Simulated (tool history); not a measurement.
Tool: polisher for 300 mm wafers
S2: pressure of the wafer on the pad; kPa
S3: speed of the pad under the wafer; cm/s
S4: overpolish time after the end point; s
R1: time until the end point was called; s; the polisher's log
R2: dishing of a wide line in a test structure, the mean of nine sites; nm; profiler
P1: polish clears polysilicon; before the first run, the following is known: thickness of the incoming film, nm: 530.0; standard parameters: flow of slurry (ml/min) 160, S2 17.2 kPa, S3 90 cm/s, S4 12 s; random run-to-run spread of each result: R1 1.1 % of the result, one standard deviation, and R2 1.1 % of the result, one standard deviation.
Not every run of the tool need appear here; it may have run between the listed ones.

run 1 day=0.292 | flow_of_slurry_(ml/min)=160 S2=17.2 S3=90 S4=12 | R1=41.028 R2=50.924
run 2 day=0.425 | flow_of_slurry_(ml/min)=160 S2=26.2 S3=122 S4=12 | R1=20.033 R2=55.038
run 3 day=0.671 | flow_of_slurry_(ml/min)=160 S2=17.2 S3=90 S4=12 | R1=40.135 R2=50.473
run 4 day=0.954 | flow_of_slurry_(ml/min)=160 S2=17.2 S3=136 S4=12 | R1=27.280 R2=52.593
run 5 day=1.112 | flow_of_slurry_(ml/min)=160 S2=27.6 S3=90 S4=12 | R1=25.457 R2=52.844
run 6 day=1.300 | flow_of_slurry_(ml/min)=160 S2=17.2 S3=90 S4=4 | R1=40.755 R2=33.501
run 7 day=1.496 | flow_of_slurry_(ml/min)=160 S2=17.2 S3=90 S4=12 | R1=41.298 R2=49.911
run 8 day=1.688 | flow_of_slurry_(ml/min)=160 S2=11.0 S3=90 S4=12 | R1=63.863 R2=45.053
run 9 day=1.842 | flow_of_slurry_(ml/min)=215 S2=17.2 S3=90 S4=12 | R1=38.677 R2=51.376
run 10 day=2.046 | flow_of_slurry_(ml/min)=160 S2=17.2 S3=90 S4=21 | R1=40.170 R2=53.479
run 11 day=2.246 | flow_of_slurry_(ml/min)=160 S2=17.2 S3=90 S4=12 | R1=40.766 R2=51.749
run 12 day=2.483 | flow_of_slurry_(ml/min)=160 S2=17.2 S3=90 S4=12 | R1=40.318 R2=50.995
run 13 day=2.646 | flow_of_slurry_(ml/min)=160 S2=17.2 S3=90 S4=12 | R1=41.179 R2=51.389
run 14 day=2.946 | flow_of_slurry_(ml/min)=160 S2=17.2 S3=40 S4=12 | R1=89.626 R2=38.991
run 15 day=3.188 | flow_of_slurry_(ml/min)=160 S2=17.2 S3=90 S4=12 | R1=40.596 R2=50.883
run 16 day=3.342 | flow_of_slurry_(ml/min)=95 S2=17.2 S3=90 S4=12 | R1=45.364 R2=49.412
run 17 day=3.579 | flow_of_slurry_(ml/min)=160 S2=17.2 S3=90 S4=12 | R1=40.210 R2=51.668
run 18 day=3.729 | flow_of_slurry_(ml/min)=160 S2=17.2 S3=90 S4=12 | R1=41.314 R2=49.909
run 19 day=3.967 | flow_of_slurry_(ml/min)=160 S2=17.2 S3=90 S4=12 | R1=41.553 R2=50.155
run 20 day=4.125 | flow_of_slurry_(ml/min)=160 S2=17.2 S3=90 S4=12 | R1=42.319 R2=50.130
run 21 day=4.317 | flow_of_slurry_(ml/min)=160 S2=17.2 S3=90 S4=12 | R1=42.654 R2=50.397
-- day=4.342 head pressure recalibrated
run 22 day=4.529 | flow_of_slurry_(ml/min)=160 S2=17.2 S3=90 S4=12 | R1=42.680 R2=50.638
run 23 day=4.671 | flow_of_slurry_(ml/min)=160 S2=17.2 S3=90 S4=12 | R1=43.343 R2=51.146
run 24 day=4.854 | flow_of_slurry_(ml/min)=160 S2=17.2 S3=90 S4=12 | R1=43.569 R2=50.272

What will run 25 give?
run 25 day=5.108 | flow_of_slurry_(ml/min)=160 S2=17.2 S3=90 S4=12 | R1=? R2=?

Logged for run 25: R1 43.037 s, R2 49.347 nm.
